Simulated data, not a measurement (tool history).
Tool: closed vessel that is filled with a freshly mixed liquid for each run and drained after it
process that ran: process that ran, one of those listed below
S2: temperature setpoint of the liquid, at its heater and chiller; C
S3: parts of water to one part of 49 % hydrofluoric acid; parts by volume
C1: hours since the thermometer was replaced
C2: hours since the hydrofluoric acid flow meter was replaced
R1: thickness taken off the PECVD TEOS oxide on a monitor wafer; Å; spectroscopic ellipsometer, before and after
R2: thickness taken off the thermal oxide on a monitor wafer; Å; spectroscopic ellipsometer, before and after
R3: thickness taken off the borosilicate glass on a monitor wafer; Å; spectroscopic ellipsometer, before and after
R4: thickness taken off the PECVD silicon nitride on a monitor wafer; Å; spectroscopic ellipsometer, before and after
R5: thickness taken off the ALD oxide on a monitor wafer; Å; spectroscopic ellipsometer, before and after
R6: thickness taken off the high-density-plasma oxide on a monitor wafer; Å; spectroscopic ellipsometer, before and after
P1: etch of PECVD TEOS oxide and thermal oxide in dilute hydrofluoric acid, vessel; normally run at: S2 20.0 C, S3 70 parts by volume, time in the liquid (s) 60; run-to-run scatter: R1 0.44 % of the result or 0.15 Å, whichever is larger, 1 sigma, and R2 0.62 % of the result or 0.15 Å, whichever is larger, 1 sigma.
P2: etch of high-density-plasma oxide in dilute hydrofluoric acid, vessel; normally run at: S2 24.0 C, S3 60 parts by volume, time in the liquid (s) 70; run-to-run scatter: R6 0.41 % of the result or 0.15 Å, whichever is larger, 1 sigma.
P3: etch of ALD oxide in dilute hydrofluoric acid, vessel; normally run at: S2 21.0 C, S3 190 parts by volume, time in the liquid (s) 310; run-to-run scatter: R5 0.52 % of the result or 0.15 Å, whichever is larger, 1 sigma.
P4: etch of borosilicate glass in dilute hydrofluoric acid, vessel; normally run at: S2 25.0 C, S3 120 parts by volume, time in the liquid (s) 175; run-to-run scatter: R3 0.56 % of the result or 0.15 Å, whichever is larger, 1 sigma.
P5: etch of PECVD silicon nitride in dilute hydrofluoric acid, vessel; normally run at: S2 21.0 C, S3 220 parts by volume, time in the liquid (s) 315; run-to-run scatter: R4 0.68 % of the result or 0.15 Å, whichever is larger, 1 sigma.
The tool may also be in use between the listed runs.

run 1 hour=6.7 | process_that_ran=P1 S2=20.0 S3=70 time_in_the_liquid_(s)=60 | C1=645.3 C2=212.1 | R1=134.600 R2=34.932
run 2 hour=12.7 | process_that_ran=P4 S2=25.0 S3=25 time_in_the_liquid_(s)=175 | C1=651.3 C2=218.1 | R3=2354.20
run 3 hour=19.0 | process_that_ran=P1 S2=17.0 S3=70 time_in_the_liquid_(s)=60 | C1=657.6 C2=224.4 | R1=118.640 R2=30.476
run 4 hour=29.1 | process_that_ran=P1 S2=23.5 S3=70 time_in_the_liquid_(s)=60 | C1=667.7 C2=234.5 | R1=154.990 R2=40.327
run 5 hour=37.1 | process_that_ran=P1 S2=27.0 S3=70 time_in_the_liquid_(s)=115 | C1=675.7 C2=242.5 | R1=343.750 R2=88.850
run 6 hour=48.0 | process_that_ran=P5 S2=21.0 S3=405 time_in_the_liquid_(s)=315 | C1=686.6 C2=253.4 | R4=22.904
run 7 hour=54.9 | process_that_ran=P1 S2=20.0 S3=70 time_in_the_liquid_(s)=60 | C1=693.5 C2=260.3 | R1=135.180 R2=35.054
run 8 hour=62.1 | process_that_ran=P4 S2=25.0 S3=120 time_in_the_liquid_(s)=290 | C1=700.7 C2=267.5 | R3=712.46
run 9 hour=71.0 | process_that_ran=P5 S2=17.0 S3=220 time_in_the_liquid_(s)=315 | C1=709.6 C2=276.4 | R4=32.439
run 10 hour=79.8 | process_that_ran=P1 S2=20.0 S3=20 time_in_the_liquid_(s)=60 | C1=718.4 C2=285.2 | R1=502.670 R2=128.730
run 11 hour=89.2 | process_that_ran=P4 S2=25.0 S3=120 time_in_the_liquid_(s)=175 | C1=727.8 C2=294.6 | R3=428.72
run 12 hour=97.5 | process_that_ran=P3 S2=21.0 S3=190 time_in_the_liquid_(s)=310 | C1=736.1 C2=302.9 | R5=148.87
run 13 hour=106.6 | process_that_ran=P1 S2=20.0 S3=100 time_in_the_liquid_(s)=60 | C1=745.2 C2=312.0 | R1=91.482 R2=23.505
run 14 hour=118.3 | process_that_ran=P2 S2=24.0 S3=60 time_in_the_liquid_(s)=70 | C1=756.9 C2=323.7 | R6=73.628
run 15 hour=127.6 | process_that_ran=P1 S2=20.0 S3=70 time_in_the_liquid_(s)=95 | C1=766.2 C2=333.0 | R1=213.630 R2=54.196
run 16 hour=133.6 | process_that_ran=P2 S2=24.0 S3=60 time_in_the_liquid_(s)=130 | C1=772.2 C2=339.0 | R6=135.230
run 17 hour=145.7 | process_that_ran=P1 S2=20.0 S3=70 time_in_the_liquid_(s)=30 | C1=784.3 C2=351.1 | R1=67.290 R2=17.274
run 18 hour=152.0 | process_that_ran=P3 S2=21.0 S3=35 time_in_the_liquid_(s)=310 | C1=790.6 C2=357.4 | R5=966.56
run 19 hour=161.3 | process_that_ran=P3 S2=25.0 S3=190 time_in_the_liquid_(s)=310 | C1=799.9 C2=366.7 | R5=172.80
run 20 hour=170.3 | process_that_ran=P3 S2=21.0 S3=190 time_in_the_liquid_(s)=535 | C1=808.9 C2=375.7 | R5=255.34
run 21 hour=182.3 | process_that_ran=P1 S2=20.0 S3=70 time_in_the_liquid_(s)=60 | C1=820.9 C2=387.7 | R1=134.280 R2=34.501
run 22 hour=191.0 | process_that_ran=P1 S2=20.0 S3=70 time_in_the_liquid_(s)=60 | C1=829.6 C2=396.4 | R1=133.720 R2=34.433
run 23 hour=199.9 | process_that_ran=P4 S2=31.5 S3=120 time_in_the_liquid_(s)=175 | C1=838.5 C2=405.3 | R3=549.82
run 24 hour=207.1 | process_that_ran=P1 S2=20.0 S3=70 time_in_the_liquid_(s)=60 | C1=845.7 C2=412.5 | R1=135.550 R2=34.281
run 25 hour=213.0 | process_that_ran=P1 S2=20.0 S3=70 time_in_the_liquid_(s)=60 | C1=851.6 C2=418.4 | R1=134.580 R2=34.581
run 26 hour=225.4 | process_that_ran=P5 S2=21.0 S3=220 time_in_the_liquid_(s)=560 | C1=864.0 C2=430.8 | R4=74.238
run 27 hour=237.0 | process_that_ran=P2 S2=24.0 S3=20 time_in_the_liquid_(s)=70 | C1=875.6 C2=442.4 | R6=231.360
run 28 hour=246.4 | process_that_ran=P2 S2=31.5 S3=60 time_in_the_liquid_(s)=70 | C1=885.0 C2=451.8 | R6=98.556
run 29 hour=258.4 | process_that_ran=P5 S2=21.0 S3=220 time_in_the_liquid_(s)=315 | C1=897.0 C2=463.8 | R4=42.014
run 30 hour=264.7 | process_that_ran=P1 S2=20.0 S3=70 time_in_the_liquid_(s)=60 | C1=903.3 C2=470.1 | R1=134.130 R2=34.658
run 31 hour=273.7 | process_that_ran=P1 S2=20.0 S3=70 time_in_the_liquid_(s)=60 | C1=912.3 C2=479.1 | R1=138.240 R2=35.775
run 32 hour=283.8 | process_that_ran=P1 S2=20.0 S3=70 time_in_the_liquid_(s)=60 | C1=922.4 C2=489.2 | R1=139.610 R2=35.996
run 33 hour=290.0 | process_that_ran=P1 S2=20.0 S3=70 time_in_the_liquid_(s)=60 | C1=928.6 C2=495.4 | R1=141.320 R2=36.146
run 34 hour=301.1 | process_that_ran=P1 S2=20.0 S3=70 time_in_the_liquid_(s)=60 | C1=939.7 C2=506.5 | R1=142.410 R2=36.744
run 35 hour=308.2 | process_that_ran=P1 S2=20.0 S3=70 time_in_the_liquid_(s)=60 | C1=946.8 C2=513.6 | R1=143.380 R2=36.426
run 36 hour=316.1 | process_that_ran=P1 S2=20.0 S3=70 time_in_the_liquid_(s)=60 | C1=954.7 C2=521.5 | R1=143.500 R2=36.591
run 37 hour=324.8 | process_that_ran=P1 S2=20.0 S3=70 time_in_the_liquid_(s)=60 | C1=963.4 C2=530.2 | R1=143.550 R2=37.019
run 38 hour=331.7 | process_that_ran=P1 S2=20.0 S3=70 time_in_the_liquid_(s)=60 | C1=970.3 C2=537.1 | R1=144.890 R2=37.273
run 39 hour=339.5 | process_that_ran=P1 S2=20.0 S3=70 time_in_the_liquid_(s)=60 | C1=978.1 C2=544.9 | R1=142.730 R2=36.396
run 40 hour=347.2 | process_that_ran=P1 S2=20.0 S3=70 time_in_the_liquid_(s)=60 | C1=985.8 C2=552.6 | R1=143.700 R2=36.868

What P1 gives has crept away from where it was. These 2 causes fit the log equally well, each at the size given:
A: hydrofluoric acid flow above the setpoint (%) = 6.28
B: liquid hotter than its thermometer reads (K) = 1.58
The creep began at about hour 264.7.

4 check runs are offered, each on 2 wafers whose results are averaged, their results left as question marks. Which one tells the causes apart?
run check 1 hour=354.9 | process_that_ran=P3 S2=21.0 S3=60 time_in_the_liquid_(s)=310 | R5=?
run check 2 hour=354.9 | process_that_ran=P5 S2=21.0 S3=220 time_in_the_liquid_(s)=480 | R4=?
run check 3 hour=354.9 | process_that_ran=P4 S2=25.0 S3=45 time_in_the_liquid_(s)=175 | R3=?
run check 4 hour=354.9 | process_that_ran=P2 S2=30.0 S3=60 time_in_the_liquid_(s)=110 | R6=?

What each check would give under each cause:
check=check_1 result=R5 if_A=581.98 if_B=582.20
check=check_2 result=R4 if_A=67.645 if_B=70.536
check=check_3 result=R3 if_A=1352.10 if_B=1351.90
check=check_4 result=R6 if_A=156.230 if_B=155.400
How far apart the two closest causes lie, in the result that separates them most: check 1 0.04 %; check 2 4.19 %; check 3 0.02 %; check 4 0.54 %
Only check 2 tells the causes apart: in the others they would give nearly the same result.

Check 2 was then run and gave: R4 70.394 Å. Which cause is it?

It is B: liquid hotter than its thermometer reads (K).

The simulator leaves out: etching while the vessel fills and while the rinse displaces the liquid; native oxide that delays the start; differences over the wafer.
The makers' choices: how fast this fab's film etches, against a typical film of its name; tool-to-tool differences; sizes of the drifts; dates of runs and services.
